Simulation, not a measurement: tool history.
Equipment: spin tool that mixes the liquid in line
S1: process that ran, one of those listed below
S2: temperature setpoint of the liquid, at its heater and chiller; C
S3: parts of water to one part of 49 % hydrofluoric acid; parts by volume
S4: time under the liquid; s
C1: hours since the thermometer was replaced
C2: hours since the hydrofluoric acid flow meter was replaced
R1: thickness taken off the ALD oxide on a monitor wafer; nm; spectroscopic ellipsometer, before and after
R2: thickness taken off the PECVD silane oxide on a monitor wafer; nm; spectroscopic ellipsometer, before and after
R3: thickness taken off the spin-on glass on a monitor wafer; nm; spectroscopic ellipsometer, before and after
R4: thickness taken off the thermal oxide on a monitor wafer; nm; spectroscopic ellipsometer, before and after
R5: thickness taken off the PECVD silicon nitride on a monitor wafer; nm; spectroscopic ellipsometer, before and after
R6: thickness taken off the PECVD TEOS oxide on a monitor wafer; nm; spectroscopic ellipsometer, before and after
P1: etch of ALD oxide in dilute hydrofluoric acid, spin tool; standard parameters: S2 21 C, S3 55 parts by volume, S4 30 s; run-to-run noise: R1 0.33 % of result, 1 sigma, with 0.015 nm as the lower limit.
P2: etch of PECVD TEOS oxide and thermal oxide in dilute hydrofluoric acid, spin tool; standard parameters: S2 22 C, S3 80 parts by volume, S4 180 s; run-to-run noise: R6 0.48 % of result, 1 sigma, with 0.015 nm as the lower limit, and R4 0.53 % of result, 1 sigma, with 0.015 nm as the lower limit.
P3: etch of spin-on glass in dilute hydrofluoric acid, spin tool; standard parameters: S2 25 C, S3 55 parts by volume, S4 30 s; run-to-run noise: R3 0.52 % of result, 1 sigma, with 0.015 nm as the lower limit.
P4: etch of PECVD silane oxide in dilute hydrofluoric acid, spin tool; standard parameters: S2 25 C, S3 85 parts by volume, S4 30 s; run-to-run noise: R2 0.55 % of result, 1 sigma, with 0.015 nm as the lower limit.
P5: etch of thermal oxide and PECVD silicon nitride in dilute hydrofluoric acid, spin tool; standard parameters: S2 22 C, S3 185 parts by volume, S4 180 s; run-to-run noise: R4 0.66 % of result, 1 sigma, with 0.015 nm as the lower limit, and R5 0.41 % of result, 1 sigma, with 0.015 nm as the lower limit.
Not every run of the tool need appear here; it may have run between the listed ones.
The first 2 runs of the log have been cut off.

run,hour,S1,S2,S3,S4,C1,C2,R1,R2,R3,R4,R5,R6
3,27.2,P3,25,55,30,1843.7,108.2,,,22.957,,,
4,36.7,P5,22,185,100,1853.2,117.7,,,,2.1054,2.7035,
5,42.3,P2,22,80,180,1858.8,123.3,,,,10.198,,30.949
6,53.8,P3,32.5,55,30,1870.3,134.8,,,30.871,,,
7,62.7,P5,22,305,180,1879.2,143.7,,,,1.9842,2.9887,
8,70.5,P1,21,55,15,1887,151.5,4.8652,,,,,
9,75.9,P1,21,55,30,1892.4,156.9,9.768,,,,,
10,84.8,P1,21,30,50,1901.3,165.8,30.753,,,,,
11,91.9,P3,25,55,60,1908.4,172.9,,,45.767,,,
12,98,P1,21,20,15,1914.5,179,14.01,,,,,
13,108.1,P2,27.5,80,180,1924.6,189.1,,,,12.77,,38.949
14,118.7,P2,22,145,180,1935.2,199.7,,,,5.2493,,15.932
15,124.9,P1,28,55,30,1941.4,205.9,13.039,,,,,
16,134.1,P5,17,185,180,1950.6,215.1,,,,3.1179,3.5246,
17,142.9,P3,25,55,30,1959.4,223.9,,,23.048,,,
18,152.8,P1,21,100,30,1969.3,233.8,5.0987,,,,,
19,160.6,P1,21,55,55,1977.1,241.6,17.82,,,,,
20,170.6,P2,22,80,345,1987.1,251.6,,,,20.045,,59.268
21,179.7,P1,17,55,30,1996.2,260.7,8.2289,,,,,
22,188,P3,25,20,30,2004.5,269,,,65.925,,,
23,199.5,P1,21,55,30,2016,280.5,9.7665,,,,,
24,209.4,P1,21,55,30,2025.9,290.4,9.8406,,,,,
25,218.7,P4,25,85,30,2035.2,299.7,,18.11,,,,

What does the tool deliver on the next run?
26,230,P1,21,25,30,2046.5,311,?,,,,,

{"run 26": {"R1": 22.272}}
